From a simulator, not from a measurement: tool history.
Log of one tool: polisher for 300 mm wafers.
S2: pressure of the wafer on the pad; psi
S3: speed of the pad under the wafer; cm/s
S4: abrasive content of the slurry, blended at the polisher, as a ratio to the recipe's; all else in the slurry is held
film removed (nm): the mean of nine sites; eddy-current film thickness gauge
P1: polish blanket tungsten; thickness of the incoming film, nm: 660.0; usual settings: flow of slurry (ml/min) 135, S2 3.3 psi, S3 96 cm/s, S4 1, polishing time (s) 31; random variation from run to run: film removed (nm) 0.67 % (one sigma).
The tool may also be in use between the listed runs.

run 1 hour=12.2 | flow_of_slurry_(ml/min)=135 S2=3.3 S3=96 S4=1 polishing_time_(s)=31 | film_removed_(nm)=149.45
run 2 hour=23 | flow_of_slurry_(ml/min)=135 S2=3.3 S3=138 S4=1 polishing_time_(s)=31 | film_removed_(nm)=215.53
run 3 hour=33 | flow_of_slurry_(ml/min)=135 S2=3.3 S3=96 S4=0.75 polishing_time_(s)=46 | film_removed_(nm)=207.42
run 4 hour=47 | flow_of_slurry_(ml/min)=135 S2=3.3 S3=96 S4=0.6 polishing_time_(s)=31 | film_removed_(nm)=134.91
run 5 hour=53.9 | flow_of_slurry_(ml/min)=135 S2=3.3 S3=96 S4=1.5 polishing_time_(s)=31 | film_removed_(nm)=166.11
run 6 hour=68.1 | flow_of_slurry_(ml/min)=135 S2=3.3 S3=44 S4=1 polishing_time_(s)=31 | film_removed_(nm)=68.747
run 7 hour=81.9 | flow_of_slurry_(ml/min)=80 S2=3.3 S3=96 S4=1 polishing_time_(s)=31 | film_removed_(nm)=131.89
run 8 hour=90.6 | flow_of_slurry_(ml/min)=135 S2=3.3 S3=96 S4=1 polishing_time_(s)=31 | film_removed_(nm)=149.61
run 9 hour=103.2 | flow_of_slurry_(ml/min)=135 S2=1.5 S3=96 S4=1 polishing_time_(s)=46 | film_removed_(nm)=100.78
run 10 hour=117.1 | flow_of_slurry_(ml/min)=135 S2=3.3 S3=96 S4=1 polishing_time_(s)=14 | film_removed_(nm)=67.548
-- hour=122.9 slurry nozzle cleaned
run 11 hour=130 | flow_of_slurry_(ml/min)=135 S2=3.3 S3=96 S4=1 polishing_time_(s)=31 | film_removed_(nm)=150.25
run 12 hour=137.9 | flow_of_slurry_(ml/min)=135 S2=5.1 S3=96 S4=1 polishing_time_(s)=31 | film_removed_(nm)=232.95
run 13 hour=149.7 | flow_of_slurry_(ml/min)=135 S2=3.3 S3=96 S4=1 polishing_time_(s)=40 | film_removed_(nm)=194.1
run 14 hour=160.9 | flow_of_slurry_(ml/min)=135 S2=3.3 S3=146 S4=1.3 polishing_time_(s)=31 | film_removed_(nm)=247.27
-- hour=161.2 slurry tank refilled with fresh slurry and peroxide
run 15 hour=172.9 | flow_of_slurry_(ml/min)=175 S2=3.3 S3=96 S4=1 polishing_time_(s)=31 | film_removed_(nm)=156.52
run 16 hour=179.9 | flow_of_slurry_(ml/min)=135 S2=2.2 S3=96 S4=1 polishing_time_(s)=31 | film_removed_(nm)=100.59
run 17 hour=191.6 | flow_of_slurry_(ml/min)=135 S2=3.3 S3=96 S4=1 polishing_time_(s)=31 | film_removed_(nm)=150.12

Forecast run 18:
run 18 hour=200.2 | flow_of_slurry_(ml/min)=135 S2=3.3 S3=96 S4=1 polishing_time_(s)=31 | film_removed_(nm)=?

Run 18 gave film removed (nm) 150.01.
